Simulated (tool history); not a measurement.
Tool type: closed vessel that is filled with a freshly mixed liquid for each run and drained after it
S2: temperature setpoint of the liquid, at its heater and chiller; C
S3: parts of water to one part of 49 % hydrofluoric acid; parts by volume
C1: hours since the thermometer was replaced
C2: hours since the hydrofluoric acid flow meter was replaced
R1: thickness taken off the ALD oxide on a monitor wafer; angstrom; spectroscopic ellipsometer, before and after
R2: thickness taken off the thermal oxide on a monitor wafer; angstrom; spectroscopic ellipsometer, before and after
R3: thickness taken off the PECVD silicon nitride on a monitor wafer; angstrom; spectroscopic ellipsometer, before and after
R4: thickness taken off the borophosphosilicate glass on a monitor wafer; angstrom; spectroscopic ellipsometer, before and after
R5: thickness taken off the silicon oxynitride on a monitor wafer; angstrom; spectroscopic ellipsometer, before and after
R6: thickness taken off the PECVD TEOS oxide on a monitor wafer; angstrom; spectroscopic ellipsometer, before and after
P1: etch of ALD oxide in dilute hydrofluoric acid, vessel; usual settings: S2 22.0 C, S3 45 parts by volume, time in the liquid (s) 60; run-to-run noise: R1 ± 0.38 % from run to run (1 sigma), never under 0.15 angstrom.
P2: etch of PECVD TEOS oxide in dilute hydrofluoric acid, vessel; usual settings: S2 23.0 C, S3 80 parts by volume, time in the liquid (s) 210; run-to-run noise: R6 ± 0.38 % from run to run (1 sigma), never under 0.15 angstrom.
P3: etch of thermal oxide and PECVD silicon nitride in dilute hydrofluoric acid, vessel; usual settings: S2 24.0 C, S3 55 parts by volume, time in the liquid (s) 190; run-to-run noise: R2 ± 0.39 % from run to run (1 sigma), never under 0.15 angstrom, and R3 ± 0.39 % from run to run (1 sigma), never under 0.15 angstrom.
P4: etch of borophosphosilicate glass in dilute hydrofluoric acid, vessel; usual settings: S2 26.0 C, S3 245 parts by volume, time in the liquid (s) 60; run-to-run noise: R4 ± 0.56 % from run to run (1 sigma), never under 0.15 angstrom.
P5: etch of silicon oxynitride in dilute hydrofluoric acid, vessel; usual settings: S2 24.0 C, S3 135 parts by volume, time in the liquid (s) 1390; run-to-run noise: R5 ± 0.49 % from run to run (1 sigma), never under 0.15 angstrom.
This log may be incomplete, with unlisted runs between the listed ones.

{"run": 1, "hour": 10.2, "process that ran": "P1", "S2": 22.0, "S3": 45, "time in the liquid (s)": 60, "C1": 854.4, "C2": 1460.0, "R1": 181.9}
{"run": 2, "hour": 23.4, "process that ran": "P1", "S2": 22.0, "S3": 45, "time in the liquid (s)": 60, "C1": 867.6, "C2": 1473.2, "R1": 182.89}
{"run": 3, "hour": 33.0, "process that ran": "P3", "S2": 24.0, "S3": 55, "time in the liquid (s)": 190, "C1": 877.2, "C2": 1482.8, "R2": 170.02, "R3": 96.417}
{"run": 4, "hour": 46.8, "process that ran": "P4", "S2": 26.0, "S3": 245, "time in the liquid (s)": 60, "C1": 891.0, "C2": 1496.6, "R4": 145.45}
{"run": 5, "hour": 54.9, "process that ran": "P1", "S2": 22.0, "S3": 45, "time in the liquid (s)": 60, "C1": 899.1, "C2": 1504.7, "R1": 182.73}
{"run": 6, "hour": 67.7, "process that ran": "P1", "S2": 22.0, "S3": 45, "time in the liquid (s)": 110, "C1": 911.9, "C2": 1517.5, "R1": 336.61}
{"run": 7, "hour": 74.4, "process that ran": "P1", "S2": 28.5, "S3": 45, "time in the liquid (s)": 60, "C1": 918.6, "C2": 1524.2, "R1": 239.3}
{"run": 8, "hour": 81.2, "process that ran": "P1", "S2": 17.5, "S3": 30, "time in the liquid (s)": 60, "C1": 925.4, "C2": 1531.0, "R1": 229.43}
{"run": 9, "hour": 94.0, "process that ran": "P5", "S2": 24.0, "S3": 245, "time in the liquid (s)": 1390, "C1": 938.2, "C2": 1543.8, "R5": 106.46}
{"run": 10, "hour": 106.0, "process that ran": "P2", "S2": 23.0, "S3": 110, "time in the liquid (s)": 210, "C1": 950.2, "C2": 1555.8, "R6": 157.34}
{"run": 11, "hour": 117.6, "process that ran": "P2", "S2": 23.0, "S3": 80, "time in the liquid (s)": 210, "C1": 961.8, "C2": 1567.4, "R6": 224.11}
{"run": 12, "hour": 130.6, "process that ran": "P4", "S2": 26.0, "S3": 245, "time in the liquid (s)": 60, "C1": 974.8, "C2": 1580.4, "R4": 144.11}
{"run": 13, "hour": 141.7, "process that ran": "P2", "S2": 23.0, "S3": 80, "time in the liquid (s)": 50, "C1": 985.9, "C2": 1591.5, "R6": 53.074}
{"run": 14, "hour": 152.3, "process that ran": "P1", "S2": 22.0, "S3": 45, "time in the liquid (s)": 60, "C1": 996.5, "C2": 1602.1, "R1": 182.39}
{"run": 15, "hour": 166.2, "process that ran": "P3", "S2": 24.0, "S3": 85, "time in the liquid (s)": 190, "C1": 1010.4, "C2": 1616.0, "R2": 105.66, "R3": 62.423}
{"run": 16, "hour": 175.5, "process that ran": "P5", "S2": 24.0, "S3": 135, "time in the liquid (s)": 1390, "C1": 1019.7, "C2": 1625.3, "R5": 210.44}
{"run": 17, "hour": 186.8, "process that ran": "P1", "S2": 22.0, "S3": 20, "time in the liquid (s)": 60, "C1": 1031.0, "C2": 1636.6, "R1": 424.7}
{"run": 18, "hour": 199.6, "process that ran": "P3", "S2": 24.0, "S3": 55, "time in the liquid (s)": 30, "C1": 1043.8, "C2": 1649.4, "R2": 26.893, "R3": 15.634}
{"run": 19, "hour": 213.4, "process that ran": "P5", "S2": 24.0, "S3": 135, "time in the liquid (s)": 2645, "C1": 1057.6, "C2": 1663.2, "R5": 402.15}
{"run": 20, "hour": 223.6, "process that ran": "P1", "S2": 22.0, "S3": 45, "time in the liquid (s)": 60, "C1": 1067.8, "C2": 1673.4, "R1": 182.43}
{"run": 21, "hour": 230.3, "process that ran": "P1", "S2": 22.0, "S3": 45, "time in the liquid (s)": 60, "C1": 1074.5, "C2": 1680.1, "R1": 182.57}
{"run": 22, "hour": 237.9, "process that ran": "P5", "S2": 30.0, "S3": 135, "time in the liquid (s)": 1390, "C1": 1082.1, "C2": 1687.7, "R5": 277.47}
{"run": 23, "hour": 246.9, "process that ran": "P1", "S2": 22.0, "S3": 45, "time in the liquid (s)": 30, "C1": 1091.1, "C2": 1696.7, "R1": 91.642}
{"run": 24, "hour": 257.6, "process that ran": "P3", "S2": 24.0, "S3": 55, "time in the liquid (s)": 190, "C1": 1101.8, "C2": 1707.4, "R2": 170.62, "R3": 96.476}
{"run": 25, "hour": 270.9, "process that ran": "P3", "S2": 29.0, "S3": 55, "time in the liquid (s)": 190, "C1": 1115.1, "C2": 1720.7, "R2": 206.43, "R3": 135.01}
{"run": 26, "hour": 277.0, "process that ran": "P4", "S2": 33.0, "S3": 245, "time in the liquid (s)": 60, "C1": 1121.2, "C2": 1726.8, "R4": 183.46}
{"run": 27, "hour": 287.3, "process that ran": "P1", "S2": 17.0, "S3": 45, "time in the liquid (s)": 60, "C1": 1131.5, "C2": 1737.1, "R1": 147.63}
{"run": 28, "hour": 293.7, "process that ran": "P1", "S2": 22.0, "S3": 60, "time in the liquid (s)": 60, "C1": 1137.9, "C2": 1743.5, "R1": 134.87}
{"run": 29, "hour": 305.5, "process that ran": "P4", "S2": 26.0, "S3": 55, "time in the liquid (s)": 60, "C1": 1149.7, "C2": 1755.3, "R4": 812.45}
{"run": 30, "hour": 314.2, "process that ran": "P2", "S2": 17.0, "S3": 80, "time in the liquid (s)": 210, "C1": 1158.4, "C2": 1764.0, "R6": 174.26}
{"run": 31, "hour": 321.3, "process that ran": "P5", "S2": 24.0, "S3": 135, "time in the liquid (s)": 1390, "C1": 1165.5, "C2": 1771.1, "R5": 209.98}
{"run": 32, "hour": 333.1, "process that ran": "P4", "S2": 26.0, "S3": 245, "time in the liquid (s)": 110, "C1": 1177.3, "C2": 1782.9, "R4": 265.43}
{"run": 33, "hour": 342.5, "process that ran": "P1", "S2": 17.0, "S3": 20, "time in the liquid (s)": 60, "C1": 1186.7, "C2": 1792.3, "R1": 341.64}
{"run": 34, "hour": 350.7, "process that ran": "P2", "S2": 23.0, "S3": 80, "time in the liquid (s)": 210, "C1": 1194.9, "C2": 1800.5, "R6": 224.86}
{"run": 35, "hour": 364.1, "process that ran": "P1", "S2": 22.0, "S3": 45, "time in the liquid (s)": 60, "C1": 1208.3, "C2": 1813.9, "R1": 182.46}
{"run": 36, "hour": 376.3, "process that ran": "P1", "S2": 22.0, "S3": 45, "time in the liquid (s)": 60, "C1": 1220.5, "C2": 1826.1, "R1": 182.98}
{"run": 37, "hour": 387.1, "process that ran": "P1", "S2": 22.0, "S3": 45, "time in the liquid (s)": 60, "C1": 1231.3, "C2": 1836.9, "R1": 189.35}
{"run": 38, "hour": 399.6, "process that ran": "P1", "S2": 22.0, "S3": 45, "time in the liquid (s)": 60, "C1": 1243.8, "C2": 1849.4, "R1": 193.79}
{"run": 39, "hour": 406.5, "process that ran": "P1", "S2": 22.0, "S3": 45, "time in the liquid (s)": 60, "C1": 1250.7, "C2": 1856.3, "R1": 194.87}
{"run": 40, "hour": 412.8, "process that ran": "P1", "S2": 22.0, "S3": 45, "time in the liquid (s)": 60, "C1": 1257.0, "C2": 1862.6, "R1": 195.53}
{"run": 41, "hour": 422.4, "process that ran": "P1", "S2": 22.0, "S3": 45, "time in the liquid (s)": 60, "C1": 1266.6, "C2": 1872.2, "R1": 197.56}
{"run": 42, "hour": 429.1, "process that ran": "P1", "S2": 22.0, "S3": 45, "time in the liquid (s)": 60, "C1": 1273.3, "C2": 1878.9, "R1": 197.12}
{"run": 43, "hour": 441.3, "process that ran": "P1", "S2": 22.0, "S3": 45, "time in the liquid (s)": 60, "C1": 1285.5, "C2": 1891.1, "R1": 200.11}
{"run": 44, "hour": 450.3, "process that ran": "P1", "S2": 22.0, "S3": 45, "time in the liquid (s)": 60, "C1": 1294.5, "C2": 1900.1, "R1": 200.2}
{"run": 45, "hour": 460.0, "process that ran": "P1", "S2": 22.0, "S3": 45, "time in the liquid (s)": 60, "C1": 1304.2, "C2": 1909.8, "R1": 198.72}
{"run": 46, "hour": 470.1, "process that ran": "P1", "S2": 22.0, "S3": 45, "time in the liquid (s)": 60, "C1": 1314.3, "C2": 1919.9, "R1": 199.38}
{"run": 47, "hour": 476.3, "process that ran": "P1", "S2": 22.0, "S3": 45, "time in the liquid (s)": 60, "C1": 1320.5, "C2": 1926.1, "R1": 199.16}

What P1 gives has crept off from where it sat before. The 2 causes that follow fit the log equally well, each at the size noted:
A: hydrofluoric acid flow above the setpoint (%) = 8.58
B: liquid hotter than its thermometer reads (K) = 2.09
At approximately hour 376.3, the process output began to creep.

4 check runs are offered, one wafer each, their results left as question marks. Which one tells the causes apart?
{"run": "check 1", "hour": 482.5, "process that ran": "P4", "S2": 26.0, "S3": 75, "time in the liquid (s)": 60, "R4": "?"}
{"run": "check 2", "hour": 482.5, "process that ran": "P5", "S2": 27.0, "S3": 195, "time in the liquid (s)": 1390, "R5": "?"}
{"run": "check 3", "hour": 482.5, "process that ran": "P2", "S2": 19.0, "S3": 80, "time in the liquid (s)": 210, "R6": "?"}
{"run": "check 4", "hour": 482.5, "process that ran": "P3", "S2": 24.0, "S3": 55, "time in the liquid (s)": 40, "R2": "?", "R3": "?"}

If the cause were each of the candidates in turn, the checks would give the following:
check=check_1 result=R4 if_A=634.22 if_B=629.06
check=check_2 result=R5 if_A=175.39 if_B=174.42
check=check_3 result=R6 if_A=207.460 if_B=206.950
check=check_4 result=R2 if_A=38.995 if_B=38.871
check=check_4 result=R3 if_A=22.016 if_B=23.350
Gap, in per cent, between the two causes that each check separates least, read from the result that separates them most: check 1 0.82 %; check 2 0.55 %; check 3 0.25 %; check 4 5.88 %
Only check 4 tells the causes apart: in the others they would give nearly the same result.

Check 4 has now been run. It gave: R2 38.934 angstrom; R3 22.087 angstrom. Which of the candidate causes is it?

The correct cause is A, namely: hydrofluoric acid flow above the setpoint (%).

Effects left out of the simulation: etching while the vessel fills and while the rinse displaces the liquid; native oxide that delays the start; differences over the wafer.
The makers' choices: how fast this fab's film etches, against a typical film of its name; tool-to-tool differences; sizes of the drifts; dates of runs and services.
